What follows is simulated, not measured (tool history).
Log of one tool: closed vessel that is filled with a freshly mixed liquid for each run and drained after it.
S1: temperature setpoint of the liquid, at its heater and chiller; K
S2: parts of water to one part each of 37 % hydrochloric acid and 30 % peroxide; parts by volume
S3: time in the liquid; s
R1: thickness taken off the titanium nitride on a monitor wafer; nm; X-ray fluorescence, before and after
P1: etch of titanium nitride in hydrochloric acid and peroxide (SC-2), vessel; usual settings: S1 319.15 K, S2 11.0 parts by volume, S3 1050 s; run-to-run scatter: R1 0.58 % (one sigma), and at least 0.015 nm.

{"run": 1, "hour": 9.5, "S1": 319.15, "S2": 11.0, "S3": 1050, "R1": 25.706}
{"run": 2, "hour": 23.9, "S1": 308.15, "S2": 11.0, "S3": 1050, "R1": 12.018}
{"run": 3, "hour": 41.1, "S1": 329.65, "S2": 11.0, "S3": 2050, "R1": 101.17}
{"run": 4, "hour": 49.5, "S1": 319.15, "S2": 11.0, "S3": 1875, "R1": 45.88}
{"run": 5, "hour": 64.3, "S1": 319.15, "S2": 11.0, "S3": 100, "R1": 2.4984}
{"run": 6, "hour": 74.6, "S1": 319.15, "S2": 11.0, "S3": 1050, "R1": 26.046}
{"run": 7, "hour": 89.6, "S1": 319.15, "S2": 11.0, "S3": 1050, "R1": 25.89}
{"run": 8, "hour": 101.8, "S1": 319.15, "S2": 11.0, "S3": 1050, "R1": 25.98}
{"run": 9, "hour": 116.8, "S1": 335.65, "S2": 11.0, "S3": 1050, "R1": 76.159}
{"run": 10, "hour": 133.9, "S1": 319.15, "S2": 16.5, "S3": 1050, "R1": 18.104}
{"run": 11, "hour": 145.6, "S1": 319.15, "S2": 11.0, "S3": 1050, "R1": 25.791}
{"run": 12, "hour": 161.0, "S1": 319.15, "S2": 4.0, "S3": 1050, "R1": 55.553}
{"run": 13, "hour": 177.3, "S1": 319.15, "S2": 11.0, "S3": 1050, "R1": 26.012}
{"run": 14, "hour": 194.2, "S1": 319.15, "S2": 11.0, "S3": 1050, "R1": 27.185}
{"run": 15, "hour": 209.2, "S1": 319.15, "S2": 11.0, "S3": 1050, "R1": 27.354}
{"run": 16, "hour": 220.6, "S1": 319.15, "S2": 11.0, "S3": 1050, "R1": 27.393}
{"run": 17, "hour": 235.4, "S1": 319.15, "S2": 11.0, "S3": 1050, "R1": 27.647}
{"run": 18, "hour": 247.0, "S1": 319.15, "S2": 11.0, "S3": 1050, "R1": 27.802}
{"run": 19, "hour": 259.5, "S1": 319.15, "S2": 11.0, "S3": 1050, "R1": 27.675}
{"run": 20, "hour": 273.5, "S1": 319.15, "S2": 11.0, "S3": 1050, "R1": 27.882}
{"run": 21, "hour": 286.4, "S1": 319.15, "S2": 11.0, "S3": 1050, "R1": 27.862}
{"run": 22, "hour": 298.6, "S1": 319.15, "S2": 11.0, "S3": 1050, "R1": 28.065}

What P1 gives has crept away from where it was. These 2 causes fit the log equally well, each at the size given:
A: liquid hotter than its thermometer reads (K) = 1.09
B: chemicals flow above the setpoint (%) = 9.18
The creep began at about hour 177.3.
Why every other cause is out:
peroxide weaker than its label (%): at most 8, which would move R1 by -7.4 %: too little, or the wrong way

4 check runs are offered, each on 5 wafers whose results are averaged, their results left as question marks. Which one tells the causes apart?
{"run": "check 1", "hour": 310.8, "S1": 319.15, "S2": 16.0, "S3": 300, "R1": "?"}
{"run": "check 2", "hour": 310.8, "S1": 308.15, "S2": 4.0, "S3": 1050, "R1": "?"}
{"run": "check 3", "hour": 310.8, "S1": 325.65, "S2": 11.0, "S3": 1050, "R1": "?"}
{"run": "check 4", "hour": 310.8, "S1": 333.15, "S2": 6.5, "S3": 1050, "R1": "?"}

What each check would give under each cause:
check=check_1 result=R1 if_A=5.7512 if_B=5.7708
check=check_2 result=R1 if_A=27.8660 if_B=27.2590
check=check_3 result=R1 if_A=42.9540 if_B=43.0610
check=check_4 result=R1 if_A=105.9700 if_B=105.8000
How far apart the two closest causes lie, in the result that separates them most: check 1 0.34 %; check 2 2.2 %; check 3 0.25 %; check 4 0.16 %
Check 2 tells the causes apart: in the others they would give nearly the same result.

Check 2 was then run and gave: R1 27.2220 nm. Which cause is it?

It is B: chemicals flow above the setpoint (%).
